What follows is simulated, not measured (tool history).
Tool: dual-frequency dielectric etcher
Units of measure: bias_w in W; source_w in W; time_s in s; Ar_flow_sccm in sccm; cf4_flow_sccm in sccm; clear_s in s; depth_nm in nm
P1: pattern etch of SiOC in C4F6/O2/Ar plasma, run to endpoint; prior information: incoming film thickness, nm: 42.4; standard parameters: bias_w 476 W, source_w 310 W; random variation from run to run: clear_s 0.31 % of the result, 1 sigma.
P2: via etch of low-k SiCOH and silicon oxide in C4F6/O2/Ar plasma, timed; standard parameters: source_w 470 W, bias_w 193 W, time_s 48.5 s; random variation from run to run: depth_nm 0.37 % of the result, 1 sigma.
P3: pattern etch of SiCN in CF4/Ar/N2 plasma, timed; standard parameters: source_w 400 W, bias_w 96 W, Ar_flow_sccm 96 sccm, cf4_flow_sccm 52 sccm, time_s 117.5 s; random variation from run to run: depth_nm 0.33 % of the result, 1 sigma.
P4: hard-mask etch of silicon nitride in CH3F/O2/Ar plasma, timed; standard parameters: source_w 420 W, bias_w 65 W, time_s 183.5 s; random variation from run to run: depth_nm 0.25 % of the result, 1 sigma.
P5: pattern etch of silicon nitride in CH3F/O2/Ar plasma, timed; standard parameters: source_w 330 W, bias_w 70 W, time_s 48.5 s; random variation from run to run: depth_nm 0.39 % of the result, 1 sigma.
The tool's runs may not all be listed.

| run | day | process | bias_w | source_w | time_s | Ar_flow_sccm | cf4_flow_sccm | hours since the last wet clean | hours since the last bias power generator calibration | hours since the last source power generator calibration | clear_s | depth_nm |
|---|---|---|---|---|---|---|---|---|---|---|---|---|
| 1 | 0.496 | P1 | 476 | 310 |  |  |  | 93.6 | 1160.7 | 1219.5 | 16.096 |  |
| 2 | 0.900 | P1 | 476 | 310 |  |  |  | 103.3 | 1170.4 | 1229.2 | 16.109 |  |
| 3 | 1.375 | P2 | 193 | 470 | 36.0 |  |  | 114.7 | 1181.8 | 1240.6 |  | 102.630 |
| 4 | 1.858 | P3 | 96 | 570 | 117.5 | 96 | 52 | 126.3 | 1193.4 | 1252.2 |  | 132.540 |
| 5 | 2.217 | P3 | 122 | 400 | 117.5 | 96 | 52 | 134.9 | 1202.0 | 1260.8 |  | 106.450 |
| 6 | 2.621 | P5 | 92 | 330 | 48.5 |  |  | 144.6 | 1211.7 | 1270.5 |  | 34.501 |
| 7 | 2.900 | P4 | 53 | 420 | 183.5 |  |  | 151.3 | 1218.4 | 1277.2 |  | 119.990 |
| 8 | 3.146 | P1 | 476 | 310 |  |  |  | 157.2 | 1224.3 | 1283.1 | 16.183 |  |
| 9 | 3.533 | P5 | 70 | 330 | 71.5 |  |  | 166.5 | 1233.6 | 1292.4 |  | 46.276 |
| 10 | 3.804 | P1 | 476 | 380 |  |  |  | 173.0 | 1240.1 | 1298.9 | 15.005 |  |
| 11 | 4.192 | P3 | 96 | 400 | 117.5 | 96 | 34 | 182.3 | 1249.4 | 1308.2 |  | 92.360 |
| 12 | 4.567 | P2 | 114 | 470 | 48.5 |  |  | 191.3 | 1258.4 | 1317.2 |  | 119.240 |
| 13 | 4.875 | P4 | 65 | 520 | 183.5 |  |  | 198.7 | 1265.8 | 1324.6 |  | 139.210 |
| 14 | 5.229 | P1 | 476 | 220 |  |  |  | 207.2 | 1274.3 | 1333.1 | 18.349 |  |
| 15 | 5.612 | P3 | 96 | 400 | 173.0 | 96 | 52 | 216.4 | 1283.5 | 1342.3 |  | 143.650 |
| 16 | 5.879 | P4 | 65 | 420 | 183.5 |  |  | 222.8 | 1289.9 | 1348.7 |  | 127.780 |
| 17 | 6.288 | P3 | 96 | 400 | 117.5 | 96 | 52 | 232.6 | 1299.7 | 1358.5 |  | 97.642 |
| 18 | 6.712 | P2 | 193 | 640 | 48.5 |  |  | 242.8 | 1309.9 | 1368.7 |  | 156.900 |
| 19 | 7.100 | P1 | 476 | 310 |  |  |  | 252.1 | 1319.2 | 1378.0 | 16.121 |  |
| 20 | 7.608 | P3 | 96 | 400 | 117.5 | 134 | 52 | 264.3 | 1331.4 | 1390.2 |  | 93.347 |
| 21 | 8.042 | P5 | 70 | 330 | 48.5 |  |  | 274.7 | 1341.8 | 1400.6 |  | 31.369 |
| 22 | 8.300 | P1 | 476 | 310 |  |  |  | 280.9 | 1348.0 | 1406.8 | 16.133 |  |
| 23 | 8.683 | P1 | 476 | 310 |  |  |  | 290.1 | 1357.2 | 1416.0 | 16.118 |  |
| 24 | 9.067 | P1 | 476 | 310 |  |  |  | 299.3 | 1366.4 | 1425.2 | 16.152 |  |
| 25 | 9.517 | P1 | 594 | 310 |  |  |  | 310.1 | 1377.2 | 1436.0 | 14.845 |  |
| 26 | 9.767 | P5 | 70 | 330 | 48.5 |  |  | 316.1 | 1383.2 | 1442.0 |  | 31.472 |
| 27 | 10.217 | P1 | 397 | 420 |  |  |  | 326.9 | 1394.0 | 1452.8 | 15.300 |  |
| 28 | 10.554 | P2 | 193 | 470 | 48.5 |  |  | 335.0 | 1402.1 | 1460.9 |  | 138.080 |
| 29 | 11.004 | P5 | 70 | 200 | 48.5 |  |  | 345.8 | 1412.9 | 1471.7 |  | 26.091 |
| 30 | 11.533 | P4 | 65 | 420 | 129.5 |  |  | 358.5 | 1425.6 | 1484.4 |  | 91.108 |
| 31 | 11.883 | P1 | 381 | 310 |  |  |  | 366.9 | 1434.0 | 1492.8 | 17.520 |  |
| 32 | 12.400 | P3 | 96 | 400 | 117.5 | 96 | 52 | 379.3 | 1446.4 | 1505.2 |  | 97.431 |
| 33 | 12.925 | P1 | 476 | 310 |  |  |  | 391.9 | 1459.0 | 1517.8 | 16.119 |  |
| 34 | 13.175 | P1 | 476 | 310 |  |  |  | 397.9 | 1465.0 | 1523.8 | 16.226 |  |
| 35 | 13.592 | P1 | 476 | 310 |  |  |  | 407.9 | 1475.0 | 1533.8 | 16.288 |  |
| 36 | 13.975 | P1 | 476 | 310 |  |  |  | 417.1 | 1484.2 | 1543.0 | 16.272 |  |
| 37 | 14.338 | P1 | 476 | 310 |  |  |  | 425.8 | 1492.9 | 1551.7 | 16.354 |  |
| 38 | 14.704 | P1 | 476 | 310 |  |  |  | 434.6 | 1501.7 | 1560.5 | 16.439 |  |
| 39 | 15.071 | P1 | 476 | 310 |  |  |  | 443.4 | 1510.5 | 1569.3 | 16.457 |  |
|  | 15.233 | wet clean of the chamber |
| 40 | 15.592 | P1 | 476 | 310 |  |  |  | 8.6 | 1523.0 | 1581.8 | 16.440 |  |
| 41 | 15.942 | P1 | 476 | 310 |  |  |  | 17.0 | 1531.4 | 1590.2 | 16.415 |  |
| 42 | 16.288 | P1 | 476 | 310 |  |  |  | 25.3 | 1539.7 | 1598.5 | 16.432 |  |
| 43 | 16.788 | P1 | 476 | 310 |  |  |  | 37.3 | 1551.7 | 1610.5 | 16.452 |  |
| 44 | 17.121 | P1 | 476 | 310 |  |  |  | 45.3 | 1559.7 | 1618.5 | 16.415 |  |

P1 has crept away from where it was. The log is fitted equally well by each of these 2 causes, at the sizes shown:
A: source power that arrives under what is set, % = 4.62
B: bias power that arrives under what is set, % = 4.54
At approximately day 12.925, the process output began to creep.
What rules out each remaining cause:
chamber walls in a state that lowers the etch rate, %: serviced at day 15.233, after the change had begun; the process did not return to its earlier output

Listed below are the offered check runs, one wafer per run, with question marks in place of results. For which of them would the causes give clearly different outcomes?
| check 1 | 17.454 | P2 | 193 | 470 | 48.5 |  |  |  |  |  |  | ? |
| check 2 | 17.454 | P3 | 96 | 400 | 117.5 | 96 | 52 |  |  |  |  | ? |
| check 3 | 17.454 | P4 | 65 | 420 | 183.5 |  |  |  |  |  |  | ? |
| check 4 | 17.454 | P5 | 70 | 330 | 48.5 |  |  |  |  |  |  | ? |

Expected result of each check under each candidate cause:
| check | result | if A | if B |
|---|---|---|---|
| check 1 | depth_nm | 136.240 | 136.760 |
| check 2 | depth_nm | 93.822 | 96.032 |
| check 3 | depth_nm | 125.940 | 126.270 |
| check 4 | depth_nm | 30.805 | 30.864 |
Minimum pairwise separation of causes per check, each pair taken at its best-separating result: check 1 0.38 %; check 2 2.33 %; check 3 0.26 %; check 4 0.19 %
Of the check runs offered, only check 2 discriminates between the causes; the rest would read about the same regardless of which cause applies.

Check 2 was carried out, with these results: depth_nm 94.097 nm. Which of the listed causes is responsible?

The correct cause is A, namely: source power that arrives under what is set, %.
